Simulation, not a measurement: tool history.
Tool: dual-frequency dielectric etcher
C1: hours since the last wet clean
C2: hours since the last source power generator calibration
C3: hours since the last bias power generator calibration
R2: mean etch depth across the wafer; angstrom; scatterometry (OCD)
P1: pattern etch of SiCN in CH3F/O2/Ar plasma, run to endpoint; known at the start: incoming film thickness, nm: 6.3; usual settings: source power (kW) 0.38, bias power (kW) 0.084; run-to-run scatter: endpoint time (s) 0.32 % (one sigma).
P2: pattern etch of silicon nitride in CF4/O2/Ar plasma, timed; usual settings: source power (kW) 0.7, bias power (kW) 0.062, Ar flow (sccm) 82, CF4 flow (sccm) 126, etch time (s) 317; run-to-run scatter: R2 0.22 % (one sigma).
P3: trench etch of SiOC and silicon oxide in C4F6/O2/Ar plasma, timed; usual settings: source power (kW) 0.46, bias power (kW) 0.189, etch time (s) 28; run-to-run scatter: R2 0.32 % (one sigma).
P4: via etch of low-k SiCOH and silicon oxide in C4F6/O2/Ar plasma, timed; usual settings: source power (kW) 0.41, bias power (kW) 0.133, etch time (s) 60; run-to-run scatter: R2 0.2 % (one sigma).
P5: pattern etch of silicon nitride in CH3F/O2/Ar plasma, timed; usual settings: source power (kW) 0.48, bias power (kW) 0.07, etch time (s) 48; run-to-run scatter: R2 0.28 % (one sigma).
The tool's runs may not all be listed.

{"run": 1, "hour": 8.5, "process that ran": "P1", "source power (kW)": 0.38, "bias power (kW)": 0.084, "C1": 437.6, "C2": 1132.8, "C3": 401.9, "endpoint time (s)": 16.424}
{"run": 2, "hour": 17.1, "process that ran": "P1", "source power (kW)": 0.38, "bias power (kW)": 0.084, "C1": 446.2, "C2": 1141.4, "C3": 410.5, "endpoint time (s)": 16.433}
{"run": 3, "hour": 29.4, "process that ran": "P5", "source power (kW)": 0.6, "bias power (kW)": 0.07, "etch time (s)": 48, "C1": 458.5, "C2": 1153.7, "C3": 422.8, "R2": 380.18}
{"run": 4, "hour": 41.2, "process that ran": "P3", "source power (kW)": 0.26, "bias power (kW)": 0.189, "etch time (s)": 28, "C1": 470.3, "C2": 1165.5, "C3": 434.6, "R2": 477.46}
{"run": 5, "hour": 53.1, "process that ran": "P5", "source power (kW)": 0.48, "bias power (kW)": 0.07, "etch time (s)": 70.5, "C1": 482.2, "C2": 1177.4, "C3": 446.5, "R2": 512.25}
{"run": 6, "hour": 62.2, "process that ran": "P2", "source power (kW)": 0.7, "bias power (kW)": 0.062, "etch time (s)": 317, "Ar flow (sccm)": 63, "CF4 flow (sccm)": 126, "C1": 491.3, "C2": 1186.5, "C3": 455.6, "R2": 9314.6}
{"run": 7, "hour": 69.8, "process that ran": "P1", "source power (kW)": 0.38, "bias power (kW)": 0.084, "C1": 498.9, "C2": 1194.1, "C3": 463.2, "endpoint time (s)": 16.546}
{"run": 8, "hour": 77.0, "process that ran": "P1", "source power (kW)": 0.38, "bias power (kW)": 0.113, "C1": 506.1, "C2": 1201.3, "C3": 470.4, "endpoint time (s)": 14.678}
{"run": 9, "hour": 88.3, "process that ran": "P1", "source power (kW)": 0.52, "bias power (kW)": 0.084, "C1": 517.4, "C2": 1212.6, "C3": 481.7, "endpoint time (s)": 14.733}
{"run": 10, "hour": 95.6, "process that ran": "P3", "source power (kW)": 0.46, "bias power (kW)": 0.189, "etch time (s)": 15.5, "C1": 524.7, "C2": 1219.9, "C3": 489, "R2": 329.22}
{"run": 11, "hour": 105.1, "process that ran": "P4", "source power (kW)": 0.41, "bias power (kW)": 0.133, "etch time (s)": 78.5, "C1": 534.2, "C2": 1229.4, "C3": 498.5, "R2": 1944.2}
{"run": 12, "hour": 111.2, "process that ran": "P2", "source power (kW)": 0.7, "bias power (kW)": 0.062, "etch time (s)": 317, "Ar flow (sccm)": 82, "CF4 flow (sccm)": 164, "C1": 540.3, "C2": 1235.5, "C3": 504.6, "R2": 9331.3}
{"run": 13, "hour": 118.4, "process that ran": "P5", "source power (kW)": 0.48, "bias power (kW)": 0.07, "etch time (s)": 48, "C1": 547.5, "C2": 1242.7, "C3": 511.8, "R2": 348.36}
{"run": 14, "hour": 128.5, "process that ran": "P1", "source power (kW)": 0.38, "bias power (kW)": 0.068, "C1": 557.6, "C2": 1252.8, "C3": 521.9, "endpoint time (s)": 17.838}
{"run": 15, "hour": 134.3, "process that ran": "P2", "source power (kW)": 0.7, "bias power (kW)": 0.039, "etch time (s)": 317, "Ar flow (sccm)": 82, "CF4 flow (sccm)": 126, "C1": 563.4, "C2": 1258.6, "C3": 527.7, "R2": 7764.1}
{"run": 16, "hour": 146.8, "process that ran": "P1", "source power (kW)": 0.38, "bias power (kW)": 0.084, "C1": 575.9, "C2": 1271.1, "C3": 540.2, "endpoint time (s)": 16.46}
{"run": 17, "hour": 152.7, "process that ran": "P4", "source power (kW)": 0.41, "bias power (kW)": 0.133, "etch time (s)": 60, "C1": 581.8, "C2": 1277, "C3": 546.1, "R2": 1488.1}
{"run": 18, "hour": 160.8, "process that ran": "P4", "source power (kW)": 0.41, "bias power (kW)": 0.167, "etch time (s)": 60, "C1": 589.9, "C2": 1285.1, "C3": 554.2, "R2": 1591.5}
{"run": 19, "hour": 169.2, "process that ran": "P3", "source power (kW)": 0.46, "bias power (kW)": 0.189, "etch time (s)": 28, "C1": 598.3, "C2": 1293.5, "C3": 562.6, "R2": 597.64}
{"run": 20, "hour": 180.3, "process that ran": "P1", "source power (kW)": 0.49, "bias power (kW)": 0.112, "C1": 609.4, "C2": 1304.6, "C3": 573.7, "endpoint time (s)": 13.439}
{"run": 21, "hour": 188.1, "process that ran": "P1", "source power (kW)": 0.38, "bias power (kW)": 0.084, "C1": 617.2, "C2": 1312.4, "C3": 581.5, "endpoint time (s)": 16.467}
{"run": 22, "hour": 201.2, "process that ran": "P4", "source power (kW)": 0.41, "bias power (kW)": 0.133, "etch time (s)": 60, "C1": 630.3, "C2": 1325.5, "C3": 594.6, "R2": 1486.9}
{"run": 23, "hour": 212.6, "process that ran": "P3", "source power (kW)": 0.46, "bias power (kW)": 0.126, "etch time (s)": 28, "C1": 641.7, "C2": 1336.9, "C3": 606, "R2": 526.3}
{"run": 24, "hour": 223.7, "process that ran": "P5", "source power (kW)": 0.48, "bias power (kW)": 0.042, "etch time (s)": 48, "C1": 652.8, "C2": 1348, "C3": 617.1, "R2": 297.32}
{"run": 25, "hour": 235.8, "process that ran": "P1", "source power (kW)": 0.38, "bias power (kW)": 0.084, "C1": 664.9, "C2": 1360.1, "C3": 629.2, "endpoint time (s)": 16.488}
{"run": 26, "hour": 245.1, "process that ran": "P2", "source power (kW)": 0.99, "bias power (kW)": 0.062, "etch time (s)": 317, "Ar flow (sccm)": 82, "CF4 flow (sccm)": 126, "C1": 674.2, "C2": 1369.4, "C3": 638.5, "R2": 12368}
{"run": 27, "hour": 256.3, "process that ran": "P4", "source power (kW)": 0.25, "bias power (kW)": 0.133, "etch time (s)": 60, "C1": 685.4, "C2": 1380.6, "C3": 649.7, "R2": 1224.9}
{"run": 28, "hour": 263.4, "process that ran": "P1", "source power (kW)": 0.21, "bias power (kW)": 0.084, "C1": 692.5, "C2": 1387.7, "C3": 656.8, "endpoint time (s)": 20.475}
{"run": 29, "hour": 274.0, "process that ran": "P1", "source power (kW)": 0.38, "bias power (kW)": 0.084, "C1": 703.1, "C2": 1398.3, "C3": 667.4, "endpoint time (s)": 16.422}
{"run": 30, "hour": 286.8, "process that ran": "P2", "source power (kW)": 0.7, "bias power (kW)": 0.062, "etch time (s)": 472.5, "Ar flow (sccm)": 82, "CF4 flow (sccm)": 126, "C1": 715.9, "C2": 1411.1, "C3": 680.2, "R2": 13538}
{"run": 31, "hour": 299.2, "process that ran": "P2", "source power (kW)": 0.7, "bias power (kW)": 0.062, "etch time (s)": 317, "Ar flow (sccm)": 82, "CF4 flow (sccm)": 126, "C1": 728.3, "C2": 1423.5, "C3": 692.6, "R2": 9116.4}
{"run": 32, "hour": 310.1, "process that ran": "P1", "source power (kW)": 0.38, "bias power (kW)": 0.084, "C1": 739.2, "C2": 1434.4, "C3": 703.5, "endpoint time (s)": 16.472}
{"run": 33, "hour": 322.3, "process that ran": "P1", "source power (kW)": 0.38, "bias power (kW)": 0.084, "C1": 751.4, "C2": 1446.6, "C3": 715.7, "endpoint time (s)": 16.331}
{"run": 34, "hour": 334.2, "process that ran": "P1", "source power (kW)": 0.38, "bias power (kW)": 0.084, "C1": 763.3, "C2": 1458.5, "C3": 727.6, "endpoint time (s)": 16.298}
{"run": 35, "hour": 346.6, "process that ran": "P1", "source power (kW)": 0.38, "bias power (kW)": 0.084, "C1": 775.7, "C2": 1470.9, "C3": 740, "endpoint time (s)": 16.277}
{"run": 36, "hour": 357.4, "process that ran": "P1", "source power (kW)": 0.38, "bias power (kW)": 0.084, "C1": 786.5, "C2": 1481.7, "C3": 750.8, "endpoint time (s)": 16.216}
{"run": 37, "hour": 370.4, "process that ran": "P1", "source power (kW)": 0.38, "bias power (kW)": 0.084, "C1": 799.5, "C2": 1494.7, "C3": 763.8, "endpoint time (s)": 16.162}
{"hour": 370.7, "done": "wet clean of the chamber"}
{"run": 38, "hour": 378.1, "process that ran": "P1", "source power (kW)": 0.38, "bias power (kW)": 0.084, "C1": 7.4, "C2": 1502.4, "C3": 771.5, "endpoint time (s)": 16.279}
{"run": 39, "hour": 390.6, "process that ran": "P1", "source power (kW)": 0.38, "bias power (kW)": 0.084, "C1": 19.9, "C2": 1514.9, "C3": 784, "endpoint time (s)": 16.281}
{"run": 40, "hour": 397.7, "process that ran": "P1", "source power (kW)": 0.38, "bias power (kW)": 0.084, "C1": 27, "C2": 1522, "C3": 791.1, "endpoint time (s)": 16.203}

What P1 gives has crept away from where it was. These 2 causes fit the log equally well, each at the size given:
A: source power that arrives over what is set, % = 4.38
B: bias power that arrives over what is set, % = 4.43
The creep began at about hour 310.1.
Why every other cause is out:
chamber walls in a state that raises the etch rate, %: serviced at hour 370.7, which brought nothing back

4 check runs are offered, one wafer each, their results left as question marks. Which one tells the causes apart?
{"run": "check 1", "hour": 404.8, "process that ran": "P4", "source power (kW)": 0.27, "bias power (kW)": 0.167, "etch time (s)": 60, "R2": "?"}
{"run": "check 2", "hour": 404.8, "process that ran": "P3", "source power (kW)": 0.33, "bias power (kW)": 0.189, "etch time (s)": 18, "R2": "?"}
{"run": "check 3", "hour": 404.8, "process that ran": "P5", "source power (kW)": 0.48, "bias power (kW)": 0.044, "etch time (s)": 69, "R2": "?"}
{"run": "check 4", "hour": 404.8, "process that ran": "P2", "source power (kW)": 0.98, "bias power (kW)": 0.062, "etch time (s)": 317, "Ar flow (sccm)": 65, "CF4 flow (sccm)": 126, "R2": "?"}

What each check would give under each cause:
check=check_1 result=R2 if_A=1376.7 if_B=1373
check=check_2 result=R2 if_A=342.49 if_B=341.65
check=check_3 result=R2 if_A=440.99 if_B=439.21
check=check_4 result=R2 if_A=12955 if_B=12665
How far apart the two closest causes lie, in the result that separates them most: check 1 0.27 %; check 2 0.25 %; check 3 0.4 %; check 4 2.26 %
Check 4 tells the causes apart: in the others they would give nearly the same result.

Check 4 was then run and gave: R2 12978 angstrom. Which cause is it?

It is A: source power that arrives over what is set, %.

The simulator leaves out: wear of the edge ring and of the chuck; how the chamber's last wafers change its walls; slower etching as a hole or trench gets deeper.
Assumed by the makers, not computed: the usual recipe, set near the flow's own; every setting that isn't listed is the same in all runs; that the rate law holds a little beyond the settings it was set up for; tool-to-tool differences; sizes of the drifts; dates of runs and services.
